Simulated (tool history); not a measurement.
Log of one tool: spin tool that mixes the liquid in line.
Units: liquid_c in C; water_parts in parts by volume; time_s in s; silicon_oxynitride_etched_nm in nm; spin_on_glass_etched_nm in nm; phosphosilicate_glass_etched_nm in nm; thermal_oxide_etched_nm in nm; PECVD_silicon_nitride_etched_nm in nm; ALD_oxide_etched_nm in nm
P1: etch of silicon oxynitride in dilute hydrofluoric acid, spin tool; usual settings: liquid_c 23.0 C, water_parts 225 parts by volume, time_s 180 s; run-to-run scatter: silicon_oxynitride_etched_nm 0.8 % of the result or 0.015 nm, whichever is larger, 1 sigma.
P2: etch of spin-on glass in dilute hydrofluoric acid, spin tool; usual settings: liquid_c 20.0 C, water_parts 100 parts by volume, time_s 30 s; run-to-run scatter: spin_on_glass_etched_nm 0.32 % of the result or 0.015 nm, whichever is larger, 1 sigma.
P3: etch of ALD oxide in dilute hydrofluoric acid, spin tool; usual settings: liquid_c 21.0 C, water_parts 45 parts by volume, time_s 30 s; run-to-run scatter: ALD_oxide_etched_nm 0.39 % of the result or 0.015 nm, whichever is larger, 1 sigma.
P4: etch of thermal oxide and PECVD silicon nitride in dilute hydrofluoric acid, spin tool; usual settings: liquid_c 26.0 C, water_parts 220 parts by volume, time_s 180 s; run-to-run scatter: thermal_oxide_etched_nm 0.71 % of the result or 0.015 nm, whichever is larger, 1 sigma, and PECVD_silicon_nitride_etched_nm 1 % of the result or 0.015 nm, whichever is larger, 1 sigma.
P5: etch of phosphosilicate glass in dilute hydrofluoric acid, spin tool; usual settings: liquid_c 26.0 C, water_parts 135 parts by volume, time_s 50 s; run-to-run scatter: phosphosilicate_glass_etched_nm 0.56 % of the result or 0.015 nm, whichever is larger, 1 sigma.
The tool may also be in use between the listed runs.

run   hour  process  liquid_c  water_parts  time_s  silicon_oxynitride_etched_nm  spin_on_glass_etched_nm  phosphosilicate_glass_etched_nm  thermal_oxide_etched_nm  PECVD_silicon_nitride_etched_nm  ALD_oxide_etched_nm
  1    9.8       P1      23.0          225     180                        2.5964
  2   18.8       P1      23.0          225     180                        2.6304
  3   24.6       P2      20.0          100      30                                                 10.074
  4   32.9       P5      26.0          135      50                                                                                  43.625
  5   40.6       P1      23.0          225     335                        4.9703
  6   48.9       P4      26.0          220     360                                                                                                           6.7189                           4.4585
  7   53.9       P4      26.0          220     180                                                                                                           3.3605                           2.2138
  8   63.2       P1      23.0          225     180                        2.6178
  9   67.8       P5      26.0          135      50                                                                                  43.950
 10   73.7       P1      23.0          225     180                        2.6262
 11   80.1       P5      26.0          135      95                                                                                  82.806
 12   85.0       P3      21.0           45      30                                                                                                                                                                19.6950
 13   91.2       P1      29.5          225     180                        3.4419
 14   99.4       P3      25.5           45      30                                                                                                                                                                23.7230
 15  107.9       P1      19.0          225     180                        2.1755
 16  115.5       P3      21.0           60      30                                                                                                                                                                14.5500
 17  120.6       P5      18.0          135      50                                                                                  31.365
 18  125.9       P4      26.0          305     180                                                                                                           2.2089                           1.5909
 19  134.4       P2      20.0          100      65                                                 21.840
 20  139.4       P1      29.0          225     355                        6.6489
 21  147.4       P3      21.0           45      15                                                                                                                                                                 9.8344
 22  154.9       P1      23.0          140     180                        4.4556
 23  163.4       P4      18.0          220     180                                                                                                           2.4962                           1.3084
 24  172.9       P5      26.0           20      50                                                                                 340.840
 25  179.0       P2      20.0           25      30                                                 44.020
 26  186.8       P1      23.0          335     180                        1.6241
 27  194.4       P3      21.0           45      30                                                                                                                                                                19.7060
 28  204.1       P2      24.5          100      30                                                 12.088
 29  209.7       P2      20.0          100      30                                                 10.101
 30  217.3       P1      23.0          225      70                        1.0192
 31  223.7       P1      23.0          225     180                        2.6171
 32  232.7       P1      23.0          225     180                        2.5309
 33  240.9       P1      23.0          225     180                        2.5369
 34  248.6       P1      23.0          225     180                        2.4519
 35  256.4       P1      23.0          225     180                        2.4357
 36  263.2       P1      23.0          225     180                        2.4636
 37  272.4       P1      23.0          225     180                        2.4398
 38  279.6       P1      23.0          225     180                        2.4356
 39  288.3       P1      23.0          225     180                        2.4369
 40  296.4       P1      23.0          225     180                        2.4515

What P1 gives has crept away from where it was. These 2 causes fit the log equally well, each at the size given:
A: liquid colder than its thermometer reads (K) = 1.61
B: hydrofluoric acid flow below the setpoint (%) = 6.01
The creep began at about hour 223.7.

4 check runs are offered, each on 5 wafers whose results are averaged, their results left as question marks. Which one tells the causes apart?
check 1  304.5       P5      18.0          135      50                                                                                       ?
check 2  304.5       P4      18.0          220     325                                                                                                                ?                                ?
check 3  304.5       P2      20.0           55      30                                                      ?
check 4  304.5       P3      24.5           45      30                                                                                                                                                                      ?

What each check would give under each cause:
  check                           result     if A     if B
check 1  phosphosilicate_glass_etched_nm   29.702   29.577
check 2          thermal_oxide_etched_nm   4.2306   4.1825
check 2  PECVD_silicon_nitride_etched_nm   2.1651   2.2720
check 3          spin_on_glass_etched_nm   18.072   18.114
check 4              ALD_oxide_etched_nm  21.2620  21.2780
How far apart the two closest causes lie, in the result that separates them most: check 1 0.42 %; check 2 4.82 %; check 3 0.24 %; check 4 0.08 %
Only check 2 tells the causes apart: in the others they would give nearly the same result.

Check 2 was then run and gave: thermal_oxide_etched_nm 4.1786 nm; PECVD_silicon_nitride_etched_nm 2.2844 nm. Which cause is it?

It is B: hydrofluoric acid flow below the setpoint (%).
